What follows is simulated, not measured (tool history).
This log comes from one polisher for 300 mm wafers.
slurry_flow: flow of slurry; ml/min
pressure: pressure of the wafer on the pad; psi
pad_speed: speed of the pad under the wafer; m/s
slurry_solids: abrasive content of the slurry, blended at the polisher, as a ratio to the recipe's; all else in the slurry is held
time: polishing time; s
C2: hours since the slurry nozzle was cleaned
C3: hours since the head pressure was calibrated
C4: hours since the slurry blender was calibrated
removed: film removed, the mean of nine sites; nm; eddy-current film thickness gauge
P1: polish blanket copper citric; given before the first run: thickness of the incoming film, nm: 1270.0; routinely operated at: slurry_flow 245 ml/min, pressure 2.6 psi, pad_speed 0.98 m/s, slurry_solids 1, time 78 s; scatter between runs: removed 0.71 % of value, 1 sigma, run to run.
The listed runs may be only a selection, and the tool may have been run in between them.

Run 1, day 0.104: slurry_flow 245 ml/min, pressure 2.6 psi, pad_speed 0.98 m/s, slurry_solids 1, time 78 s; wafers polished on this pad 678; C2 118.5; C3 562.1; C4 82.7. Result: removed 137.33 nm.
Run 2, day 0.233: slurry_flow 245 ml/min, pressure 2.6 psi, pad_speed 0.98 m/s, slurry_solids 1, time 78 s; wafers polished on this pad 711; C2 121.6; C3 565.2; C4 85.8. Result: removed 137.24 nm.
Run 3, day 0.421: slurry_flow 245 ml/min, pressure 3.3 psi, pad_speed 0.98 m/s, slurry_solids 1, time 119 s; wafers polished on this pad 758; C2 126.1; C3 569.7; C4 90.3. Result: removed 263.42 nm.
Run 4, day 0.525: slurry_flow 245 ml/min, pressure 2.6 psi, pad_speed 0.98 m/s, slurry_solids 1, time 112 s; wafers polished on this pad 783; C2 128.6; C3 572.2; C4 92.8. Result: removed 197.76 nm.
Run 5, day 0.633: slurry_flow 245 ml/min, pressure 2.6 psi, pad_speed 0.48 m/s, slurry_solids 1, time 78 s; wafers polished on this pad 811; C2 131.2; C3 574.8; C4 95.4. Result: removed 69.29 nm.
Run 6, day 0.796: slurry_flow 245 ml/min, pressure 2.6 psi, pad_speed 0.98 m/s, slurry_solids 1, time 78 s; wafers polished on this pad 851; C2 135.1; C3 578.7; C4 99.3. Result: removed 137.99 nm.
At day 0.933: head pressure recalibrated.
Run 7, day 0.988: slurry_flow 245 ml/min, pressure 2.6 psi, pad_speed 0.98 m/s, slurry_solids 1.25, time 78 s; wafers polished on this pad 899; C2 139.7; C3 1.4; C4 103.9. Result: removed 142 nm.
Run 8, day 1.142: slurry_flow 245 ml/min, pressure 4.1 psi, pad_speed 0.98 m/s, slurry_solids 1, time 78 s; wafers polished on this pad 937; C2 143.4; C3 5.1; C4 107.6. Result: removed 214.11 nm.
Run 9, day 1.283: slurry_flow 245 ml/min, pressure 2.6 psi, pad_speed 0.98 m/s, slurry_solids 1, time 37 s; wafers polished on this pad 973; C2 146.8; C3 8.5; C4 111. Result: removed 65.057 nm.
Run 10, day 1.425: slurry_flow 245 ml/min, pressure 1.6 psi, pad_speed 1.4 m/s, slurry_solids 1, time 78 s; wafers polished on this pad 1008; C2 150.2; C3 11.9; C4 114.4. Result: removed 122.53 nm.
At day 1.571: slurry nozzle cleaned.
Run 11, day 1.608: slurry_flow 175 ml/min, pressure 2.6 psi, pad_speed 0.98 m/s, slurry_solids 1, time 78 s; wafers polished on this pad 1054; C2 1; C3 16.3; C4 118.8. Result: removed 130.54 nm.
Run 12, day 1.804: slurry_flow 380 ml/min, pressure 2.6 psi, pad_speed 0.98 m/s, slurry_solids 1, time 78 s; wafers polished on this pad 1103; C2 5.7; C3 21; C4 123.5. Result: removed 142.98 nm.
Run 13, day 1.921: slurry_flow 245 ml/min, pressure 1.8 psi, pad_speed 0.98 m/s, slurry_solids 1, time 78 s; wafers polished on this pad 1132; C2 8.5; C3 23.8; C4 126.3. Result: removed 96.038 nm.
Run 14, day 2.125: slurry_flow 245 ml/min, pressure 2.6 psi, pad_speed 0.98 m/s, slurry_solids 1, time 78 s; wafers polished on this pad 1183; C2 13.4; C3 28.7; C4 131.2. Result: removed 135.99 nm.
Run 15, day 2.271: slurry_flow 245 ml/min, pressure 2.6 psi, pad_speed 0.98 m/s, slurry_solids 0.7, time 78 s; wafers polished on this pad 1219; C2 16.9; C3 32.2; C4 134.7. Result: removed 126.14 nm.
Run 16, day 2.362: slurry_flow 245 ml/min, pressure 2.6 psi, pad_speed 0.98 m/s, slurry_solids 1, time 78 s; wafers polished on this pad 1242; C2 19.1; C3 34.4; C4 136.9. Result: removed 137.33 nm.
Run 17, day 2.533: slurry_flow 245 ml/min, pressure 2.6 psi, pad_speed 0.98 m/s, slurry_solids 1, time 78 s; wafers polished on this pad 1285; C2 23.2; C3 38.5; C4 141. Result: removed 136.07 nm.
Run 18, day 2.662: slurry_flow 245 ml/min, pressure 2.6 psi, pad_speed 1.5 m/s, slurry_solids 1, time 78 s; wafers polished on this pad 1317; C2 26.3; C3 41.6; C4 144.1. Result: removed 207.89 nm.

Run 19 is up next; what results do you expect?
Run 19, day 2.779: slurry_flow 245 ml/min, pressure 2.6 psi, pad_speed 0.98 m/s, slurry_solids 1, time 78 s; wafers polished on this pad 1346; C2 29.1; C3 44.4; C4 146.9. Result: removed ?.

Run 19 yielded removed 137.94 nm.
